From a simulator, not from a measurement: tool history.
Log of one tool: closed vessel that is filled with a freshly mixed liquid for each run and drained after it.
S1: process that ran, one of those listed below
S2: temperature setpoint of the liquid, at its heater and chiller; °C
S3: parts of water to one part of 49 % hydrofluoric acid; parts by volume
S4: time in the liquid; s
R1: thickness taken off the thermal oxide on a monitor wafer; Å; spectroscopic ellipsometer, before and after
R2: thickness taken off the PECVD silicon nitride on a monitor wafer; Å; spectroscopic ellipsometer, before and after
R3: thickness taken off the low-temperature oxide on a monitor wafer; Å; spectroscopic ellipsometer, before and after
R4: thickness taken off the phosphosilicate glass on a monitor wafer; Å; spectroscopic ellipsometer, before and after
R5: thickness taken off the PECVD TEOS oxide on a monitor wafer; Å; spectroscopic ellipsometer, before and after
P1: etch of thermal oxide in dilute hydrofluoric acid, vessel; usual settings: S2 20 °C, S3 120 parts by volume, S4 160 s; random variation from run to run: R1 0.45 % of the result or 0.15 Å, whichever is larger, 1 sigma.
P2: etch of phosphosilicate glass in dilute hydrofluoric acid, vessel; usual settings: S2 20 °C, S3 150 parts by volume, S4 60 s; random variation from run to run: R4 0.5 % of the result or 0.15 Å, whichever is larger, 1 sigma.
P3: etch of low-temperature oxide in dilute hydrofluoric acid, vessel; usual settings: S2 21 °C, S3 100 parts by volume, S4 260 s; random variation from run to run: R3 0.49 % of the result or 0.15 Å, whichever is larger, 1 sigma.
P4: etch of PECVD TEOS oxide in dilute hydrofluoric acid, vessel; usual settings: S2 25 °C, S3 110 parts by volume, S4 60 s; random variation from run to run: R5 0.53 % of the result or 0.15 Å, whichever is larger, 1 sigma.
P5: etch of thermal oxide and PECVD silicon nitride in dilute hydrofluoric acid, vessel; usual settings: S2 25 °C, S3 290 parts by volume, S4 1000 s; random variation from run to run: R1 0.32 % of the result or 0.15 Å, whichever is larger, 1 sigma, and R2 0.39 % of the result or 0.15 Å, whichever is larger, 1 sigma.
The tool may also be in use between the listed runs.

{"run": 1, "hour": 6.1, "S1": "P1", "S2": 20, "S3": 120, "S4": 160, "R1": 53.86}
{"run": 2, "hour": 12.8, "S1": "P5", "S2": 25, "S3": 290, "S4": 1000, "R1": 130.58, "R2": 81.398}
{"run": 3, "hour": 18.8, "S1": "P1", "S2": 20, "S3": 120, "S4": 160, "R1": 53.78}
{"run": 4, "hour": 30.3, "S1": "P1", "S2": 20, "S3": 120, "S4": 160, "R1": 53.777}
{"run": 5, "hour": 36.6, "S1": "P3", "S2": 21, "S3": 100, "S4": 135, "R3": 228.33}
{"run": 6, "hour": 48.8, "S1": "P5", "S2": 25, "S3": 460, "S4": 1000, "R1": 69.921, "R2": 51.339}
{"run": 7, "hour": 58.7, "S1": "P2", "S2": 20, "S3": 225, "S4": 60, "R4": 177.4}
{"run": 8, "hour": 68.6, "S1": "P1", "S2": 20, "S3": 120, "S4": 160, "R1": 53.166}
{"run": 9, "hour": 76.0, "S1": "P1", "S2": 20, "S3": 55, "S4": 160, "R1": 126.04}
{"run": 10, "hour": 87.1, "S1": "P4", "S2": 25, "S3": 20, "S4": 60, "R5": 799.65}
{"run": 11, "hour": 96.1, "S1": "P1", "S2": 17, "S3": 65, "S4": 160, "R1": 92.752}
{"hour": 105.1, "done": "hydrofluoric acid flow meter replaced"}
{"run": 12, "hour": 105.3, "S1": "P1", "S2": 20, "S3": 120, "S4": 160, "R1": 53.051}
{"run": 13, "hour": 117.4, "S1": "P4", "S2": 21, "S3": 110, "S4": 60, "R5": 109.68}
{"run": 14, "hour": 125.0, "S1": "P5", "S2": 17, "S3": 290, "S4": 1000, "R1": 97.769, "R2": 49.305}
{"run": 15, "hour": 138.3, "S1": "P5", "S2": 25, "S3": 290, "S4": 390, "R1": 50.745, "R2": 31.903}
{"run": 16, "hour": 147.1, "S1": "P1", "S2": 20, "S3": 120, "S4": 160, "R1": 53.542}
{"run": 17, "hour": 158.0, "S1": "P1", "S2": 20, "S3": 120, "S4": 160, "R1": 53.426}
{"run": 18, "hour": 170.6, "S1": "P2", "S2": 28, "S3": 150, "S4": 60, "R4": 390.84}
{"run": 19, "hour": 178.0, "S1": "P2", "S2": 20, "S3": 150, "S4": 115, "R4": 548.51}
{"run": 20, "hour": 188.1, "S1": "P1", "S2": 20, "S3": 185, "S4": 160, "R1": 32.866}
{"run": 21, "hour": 201.7, "S1": "P2", "S2": 20, "S3": 150, "S4": 60, "R4": 285.78}
{"run": 22, "hour": 215.5, "S1": "P3", "S2": 21, "S3": 150, "S4": 260, "R3": 276.73}
{"run": 23, "hour": 225.1, "S1": "P3", "S2": 21, "S3": 100, "S4": 260, "R3": 441.55}
{"run": 24, "hour": 231.6, "S1": "P4", "S2": 25, "S3": 110, "S4": 60, "R5": 129.24}
{"run": 25, "hour": 238.1, "S1": "P1", "S2": 20, "S3": 120, "S4": 310, "R1": 104}
{"run": 26, "hour": 244.4, "S1": "P2", "S2": 20, "S3": 150, "S4": 60, "R4": 288.4}
{"run": 27, "hour": 256.9, "S1": "P1", "S2": 26, "S3": 120, "S4": 250, "R1": 105.65}
{"run": 28, "hour": 267.6, "S1": "P3", "S2": 29.5, "S3": 100, "S4": 260, "R3": 613.02}
{"run": 29, "hour": 278.5, "S1": "P4", "S2": 25, "S3": 110, "S4": 30, "R5": 65.238}
{"run": 30, "hour": 286.8, "S1": "P1", "S2": 20, "S3": 120, "S4": 40, "R1": 13.176}
{"run": 31, "hour": 299.2, "S1": "P1", "S2": 28.5, "S3": 120, "S4": 160, "R1": 74.264}
{"run": 32, "hour": 310.1, "S1": "P1", "S2": 17, "S3": 120, "S4": 160, "R1": 47.087}
{"run": 33, "hour": 323.3, "S1": "P5", "S2": 25, "S3": 290, "S4": 1000, "R1": 130.36, "R2": 81.224}
{"run": 34, "hour": 332.7, "S1": "P1", "S2": 20, "S3": 120, "S4": 160, "R1": 53.243}
{"run": 35, "hour": 344.6, "S1": "P1", "S2": 20, "S3": 120, "S4": 160, "R1": 55.217}
{"run": 36, "hour": 353.6, "S1": "P1", "S2": 20, "S3": 120, "S4": 160, "R1": 56.263}
{"run": 37, "hour": 365.1, "S1": "P1", "S2": 20, "S3": 120, "S4": 160, "R1": 57.005}
{"run": 38, "hour": 378.9, "S1": "P1", "S2": 20, "S3": 120, "S4": 160, "R1": 57.287}
{"run": 39, "hour": 389.2, "S1": "P1", "S2": 20, "S3": 120, "S4": 160, "R1": 57.763}
{"run": 40, "hour": 399.3, "S1": "P1", "S2": 20, "S3": 120, "S4": 160, "R1": 57.867}
{"run": 41, "hour": 411.8, "S1": "P1", "S2": 20, "S3": 120, "S4": 160, "R1": 58.357}
{"run": 42, "hour": 420.3, "S1": "P1", "S2": 20, "S3": 120, "S4": 160, "R1": 57.722}
{"run": 43, "hour": 426.7, "S1": "P1", "S2": 20, "S3": 120, "S4": 160, "R1": 58.497}

What P1 gives has crept away from where it was. These 2 causes fit the log equally well, each at the size given:
A: hydrofluoric acid flow above the setpoint (%) = 7.42
B: liquid hotter than its thermometer reads (K) = 2.01
The creep began at about hour 332.7.

4 check runs are offered, one wafer each, their results left as question marks. Which one tells the causes apart?
{"run": "check 1", "hour": 433.1, "S1": "P3", "S2": 21, "S3": 100, "S4": 260, "R3": "?"}
{"run": "check 2", "hour": 433.1, "S1": "P4", "S2": 25, "S3": 110, "S4": 60, "R5": "?"}
{"run": "check 3", "hour": 433.1, "S1": "P5", "S2": 25, "S3": 290, "S4": 1000, "R1": "?", "R2": "?"}
{"run": "check 4", "hour": 433.1, "S1": "P2", "S2": 20, "S3": 150, "S4": 60, "R4": "?"}

What each check would give under each cause:
check=check_1 result=R3 if_A=475.61 if_B=476.34
check=check_2 result=R5 if_A=139.64 if_B=139.16
check=check_3 result=R1 if_A=142.98 if_B=139.68
check=check_3 result=R2 if_A=87.499 if_B=91.922
check=check_4 result=R4 if_A=310.46 if_B=309.45
How far apart the two closest causes lie, in the result that separates them most: check 1 0.15 %; check 2 0.35 %; check 3 4.93 %; check 4 0.32 %
Check 3 tells the causes apart: in the others they would give nearly the same result.

Then check 3 was run and gave: R1 139.64 Å; R2 92.191 Å. Which cause is it?

It is B: liquid hotter than its thermometer reads (K).
